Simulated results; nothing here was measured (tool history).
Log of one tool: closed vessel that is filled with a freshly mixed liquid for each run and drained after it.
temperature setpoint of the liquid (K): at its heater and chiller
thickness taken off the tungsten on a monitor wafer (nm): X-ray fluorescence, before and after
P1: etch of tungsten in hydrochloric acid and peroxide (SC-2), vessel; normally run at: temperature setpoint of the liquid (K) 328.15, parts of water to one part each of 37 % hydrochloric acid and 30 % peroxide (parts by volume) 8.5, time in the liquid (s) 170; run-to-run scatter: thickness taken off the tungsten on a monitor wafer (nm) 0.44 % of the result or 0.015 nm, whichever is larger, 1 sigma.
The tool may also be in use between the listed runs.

run,hour,temperature setpoint of the liquid (K),parts of water to one part each of 37 % hydrochloric acid and 30 % peroxide (parts by volume),time in the liquid (s),hours since the thermometer was replaced,hours since the chemicals flow meter was replaced,hours since the drum of peroxide was connected,thickness taken off the tungsten on a monitor wafer (nm)
1,13.5,328.15,8.5,170,364.4,430.3,686.2,30.559
2,29.6,328.15,8.5,170,380.5,446.4,702.3,30.299
3,42.1,328.15,4,170,393,458.9,714.8,53.134
4,52.6,328.15,15,170,403.5,469.4,725.3,18.755
5,61.5,328.15,8.5,30,412.4,478.3,734.2,5.3721
6,69.8,328.15,8.5,170,420.7,486.6,742.5,30.286
7,79,328.15,8.5,330,429.9,495.8,751.7,58.471
8,89.1,342.65,8.5,170,440,505.9,761.8,74.319
9,98.7,343.15,8.5,315,449.6,515.5,771.4,142.89
10,109.9,328.15,8.5,170,460.8,526.7,782.6,30.52
11,121.6,312.65,8.5,170,472.5,538.4,794.3,10.579
12,135.2,313.65,8.5,30,486.1,552,807.9,2.0282
13,148.5,328.15,8.5,170,499.4,565.3,821.2,30.261
14,162.2,317.65,14.5,170,513.1,579,834.9,9.5426
15,170.7,328.15,8.5,170,521.6,587.5,843.4,30.069
16,179.4,328.15,8.5,170,530.3,596.2,852.1,31.466
17,193.3,328.15,8.5,170,544.2,610.1,866,32.016
18,209.6,328.15,8.5,170,560.5,626.4,882.3,32.641
19,216.7,328.15,8.5,170,567.6,633.5,889.4,32.805
20,225.5,328.15,8.5,170,576.4,642.3,898.2,32.901
21,241.5,328.15,8.5,170,592.4,658.3,914.2,32.946
22,250,328.15,8.5,170,600.9,666.8,922.7,32.881
23,258.7,328.15,8.5,170,609.6,675.5,931.4,33.263

What P1 gives has crept away from where it was. These 2 causes fit the log equally well, each at the size given:
A: chemicals flow above the setpoint (%) = 11.3
B: liquid hotter than its thermometer reads (K) = 1.34
The creep began at about hour 170.7.
Why every other cause is out:
peroxide weaker than its label (%): at most 8, which would move thickness taken off the tungsten on a monitor wafer (nm) by -7.3 %: too little, or the wrong way

4 check runs are offered, each on 2 wafers whose results are averaged, their results left as question marks. Which one tells the causes apart?
check 1,267.4,341.15,8.5,85,,,,?
check 2,267.4,314.65,4,170,,,,?
check 3,267.4,328.15,8.5,60,,,,?
check 4,267.4,319.65,12.5,170,,,,?

What each check would give under each cause:
check,result,if A,if B
check 1,thickness taken off the tungsten on a monitor wafer (nm),37.078,36.86
check 2,thickness taken off the tungsten on a monitor wafer (nm),22.901,23.452
check 3,thickness taken off the tungsten on a monitor wafer (nm),11.66,11.666
check 4,thickness taken off the tungsten on a monitor wafer (nm),13.687,13.678
How far apart the two closest causes lie, in the result that separates them most: check 1 0.59 %; check 2 2.38 %; check 3 0.05 %; check 4 0.07 %
Check 2 tells the causes apart: in the others they would give nearly the same result.

Then check 2 was run and gave: thickness taken off the tungsten on a monitor wafer (nm) 23.492. Which cause is it?

It is B: liquid hotter than its thermometer reads (K).
